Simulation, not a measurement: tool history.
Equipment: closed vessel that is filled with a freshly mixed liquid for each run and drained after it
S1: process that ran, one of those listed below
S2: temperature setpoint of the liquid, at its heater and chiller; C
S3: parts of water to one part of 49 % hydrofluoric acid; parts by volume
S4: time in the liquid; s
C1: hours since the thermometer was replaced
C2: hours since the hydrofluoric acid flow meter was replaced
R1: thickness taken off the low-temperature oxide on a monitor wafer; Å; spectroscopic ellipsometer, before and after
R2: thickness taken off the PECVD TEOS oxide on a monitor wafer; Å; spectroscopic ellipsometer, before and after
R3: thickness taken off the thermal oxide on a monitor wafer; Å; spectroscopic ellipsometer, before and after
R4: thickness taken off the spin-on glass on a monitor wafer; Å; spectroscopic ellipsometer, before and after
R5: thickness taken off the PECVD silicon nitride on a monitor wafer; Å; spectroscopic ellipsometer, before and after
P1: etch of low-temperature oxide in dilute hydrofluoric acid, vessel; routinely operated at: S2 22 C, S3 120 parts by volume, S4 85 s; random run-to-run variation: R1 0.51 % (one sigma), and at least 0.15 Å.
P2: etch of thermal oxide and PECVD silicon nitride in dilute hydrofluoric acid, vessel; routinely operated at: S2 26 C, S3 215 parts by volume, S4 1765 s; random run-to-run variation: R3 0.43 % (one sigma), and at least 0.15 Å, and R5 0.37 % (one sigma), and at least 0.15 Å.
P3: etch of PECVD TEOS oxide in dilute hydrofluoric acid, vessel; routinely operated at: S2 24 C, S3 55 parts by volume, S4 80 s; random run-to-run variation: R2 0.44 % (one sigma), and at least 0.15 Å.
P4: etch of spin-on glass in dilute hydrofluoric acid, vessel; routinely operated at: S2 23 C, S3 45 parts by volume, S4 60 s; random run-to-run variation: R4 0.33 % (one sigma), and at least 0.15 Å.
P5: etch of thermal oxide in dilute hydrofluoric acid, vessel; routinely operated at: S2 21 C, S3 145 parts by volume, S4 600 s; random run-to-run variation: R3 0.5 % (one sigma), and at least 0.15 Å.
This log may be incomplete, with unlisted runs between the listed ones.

run,day,S1,S2,S3,S4,C1,C2,R1,R2,R3,R4,R5
1,0.196,P1,22,120,85,526.7,96.7,75.607,,,,
2,0.433,P1,22,120,30,532.4,102.4,26.714,,,,
3,0.621,P1,22,120,85,536.9,106.9,75.7,,,,
4,0.746,P3,24,85,80,539.9,109.9,,155.18,,,
5,0.917,P3,24,55,80,544,114,,250.63,,,
6,1.033,P5,21,45,600,546.8,116.8,,,584.05,,
7,1.229,P1,22,120,85,551.5,121.5,75.275,,,,
8,1.342,P5,21,145,600,554.2,124.2,,,160.77,,
9,1.462,P1,22,120,85,557.1,127.1,75.013,,,,
# day 1.538: hydrofluoric acid flow meter replaced
10,1.638,P1,17,120,85,561.3,2.4,61.776,,,,
11,1.75,P1,22,55,85,564,5.1,177.6,,,,
12,1.967,P1,17,160,85,569.2,10.3,44.628,,,,
13,2.171,P4,23,30,60,574.1,15.2,,,,1083.3,
14,2.404,P2,26,95,1765,579.7,20.8,,,973.19,,1215.8
15,2.638,P1,22,120,160,585.3,26.4,141.66,,,,
16,2.746,P3,29.5,55,80,587.9,29,,311.97,,,
# day 2.917: thermometer replaced
17,2.929,P1,22,180,85,0.3,33.4,46.851,,,,
18,3.067,P5,29,145,600,3.6,36.7,,,217.8,,
19,3.292,P5,21,145,1165,9,42.1,,,314.72,,
20,3.521,P4,23,45,30,14.5,47.6,,,,353.23,
21,3.725,P1,22,120,85,19.4,52.5,75.504,,,,
22,3.858,P4,23,45,60,22.6,55.7,,,,709.4,
23,4.058,P2,26,215,1765,27.4,60.5,,,373.58,,540.45
24,4.246,P3,24,55,145,31.9,65,,455.52,,,
25,4.396,P2,26,215,2555,35.5,68.6,,,540.73,,781.49
26,4.625,P2,33,215,1765,41,74.1,,,477.32,,821.27
27,4.825,P2,26,215,1765,45.8,78.9,,,376.2,,537.26
28,4.971,P5,21,145,600,49.3,82.4,,,161.3,,
29,5.083,P4,28,45,60,52,85.1,,,,875.17,
30,5.283,P1,28,120,150,56.8,89.9,168.38,,,,
31,5.471,P4,23,45,60,61.3,94.4,,,,712.27,
32,5.612,P1,28.5,120,85,64.7,97.8,97.284,,,,
33,5.817,P1,22,120,85,69.6,102.7,75.724,,,,
34,5.942,P1,22,120,85,72.6,105.7,78.133,,,,
35,6.071,P1,22,120,85,75.7,108.8,78.691,,,,
36,6.292,P1,22,120,85,81,114.1,79.47,,,,
37,6.488,P1,22,120,85,85.7,118.8,80.008,,,,
38,6.617,P1,22,120,85,88.8,121.9,79.576,,,,
39,6.742,P1,22,120,85,91.8,124.9,79.784,,,,

What P1 gives has crept off from where it sat before. The 2 causes that follow fit the log equally well, each at the size noted:
A: liquid hotter than its thermometer reads (K) = 1.43
B: hydrofluoric acid flow above the setpoint (%) = 5.08
Creep in the process output first set in at about day 5.817.

The check runs listed below each take one wafer, and their results are still question marks. Under which run would the listed causes lead to clearly different results?
check 1,6.867,P2,26,215,1765,,,,,?,,?
check 2,6.867,P4,23,45,60,,,,,,?,
check 3,6.867,P3,24,55,80,,,,?,,,
check 4,6.867,P5,21,145,600,,,,,?,,

If the cause were each of the candidates in turn, the checks would give the following:
check,result,if A,if B
check 1,R3,392.42,396.5
check 1,R5,588.79,566.77
check 2,R4,752.74,747.69
check 3,R2,264.9,263.52
check 4,R3,170.48,170.65
Minimum pairwise separation of causes per check, each pair taken at its best-separating result: check 1 3.81 %; check 2 0.67 %; check 3 0.52 %; check 4 0.1 %
Only check 1 tells the causes apart: in the others they would give nearly the same result.

Check 1 was then run and gave: R3 395.04 Å; R5 566.52 Å. Which cause is it?

The correct cause is B, namely: hydrofluoric acid flow above the setpoint (%).

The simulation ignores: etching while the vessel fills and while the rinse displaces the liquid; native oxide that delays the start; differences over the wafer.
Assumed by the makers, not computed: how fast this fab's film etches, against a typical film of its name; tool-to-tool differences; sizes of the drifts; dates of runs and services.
